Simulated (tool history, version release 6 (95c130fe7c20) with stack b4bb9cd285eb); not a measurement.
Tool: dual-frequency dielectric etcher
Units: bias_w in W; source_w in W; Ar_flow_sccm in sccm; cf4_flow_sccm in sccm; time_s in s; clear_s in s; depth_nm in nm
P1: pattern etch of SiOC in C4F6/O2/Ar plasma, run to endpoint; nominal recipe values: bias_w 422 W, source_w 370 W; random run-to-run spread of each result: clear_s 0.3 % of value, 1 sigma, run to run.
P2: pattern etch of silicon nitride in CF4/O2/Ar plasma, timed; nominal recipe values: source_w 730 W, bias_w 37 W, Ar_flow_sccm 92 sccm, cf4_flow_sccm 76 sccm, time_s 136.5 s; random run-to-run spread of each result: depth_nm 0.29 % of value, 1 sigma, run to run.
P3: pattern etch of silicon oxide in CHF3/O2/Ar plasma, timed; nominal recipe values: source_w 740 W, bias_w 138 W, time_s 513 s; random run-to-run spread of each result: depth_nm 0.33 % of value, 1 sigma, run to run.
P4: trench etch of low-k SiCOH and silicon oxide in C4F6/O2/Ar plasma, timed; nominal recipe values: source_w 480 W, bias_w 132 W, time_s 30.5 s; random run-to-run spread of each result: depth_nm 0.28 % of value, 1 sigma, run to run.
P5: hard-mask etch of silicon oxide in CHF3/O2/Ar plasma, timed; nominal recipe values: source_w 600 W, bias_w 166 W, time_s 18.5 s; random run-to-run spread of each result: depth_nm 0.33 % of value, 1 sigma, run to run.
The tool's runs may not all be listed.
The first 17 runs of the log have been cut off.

run	hour	process	bias_w	source_w	Ar_flow_sccm	cf4_flow_sccm	time_s	hours since the last wet clean	hours since the last bias power generator calibration	hours since the last source power generator calibration	clear_s	depth_nm
18	77.1	P1	422	370				401.5	806.8	712.2	18.723	
19	80.2	P2	37	730	92	76	136.5	404.6	809.9	715.3		316.75
20	86.3	P2	37	730	92	76	136.5	410.7	816	721.4		318.23
21	89.7	P1	422	370				414.1	819.4	724.8	18.862	
22	94.6	P1	422	370				419	824.3	729.7	18.875	
23	99.2	P3	138	740			513	423.6	828.9	734.3		971.34
24	103.4	P1	422	260				427.8	833.1	738.5	21.562	
25	109	P4	132	480			30.5	433.4	838.7	744.1		92.26
26	113.7	P1	330	460				438.1	843.4	748.8	18.989	
27	118.5	P4	132	390			30.5	442.9	848.2	753.6		84.976
28	124.3	P3	138	930			513	448.7	854	759.4		1064
29	127.4	P2	37	730	92	76	180	451.8	857.1	762.5		417.92
30	130.9	P1	422	370				455.3	860.6	766	18.92	
31	134.7	P3	168	740			513	459.1	864.4	769.8		1032.4
32	139.4	P1	503	490				463.8	869.1	774.5	15.863	
33	145.4	P2	37	1010	92	76	136.5	469.8	875.1	780.5		422.3
34	150.7	P1	422	370				475.1	880.4	785.8	18.955	
35	155.3	P1	422	370				479.7	885	790.4	18.988	

What will run 36 give?
36	159.7	P1	422	370				484.1	889.4	794.8	?	

{"run 36": {"clear_s": 19.111}}
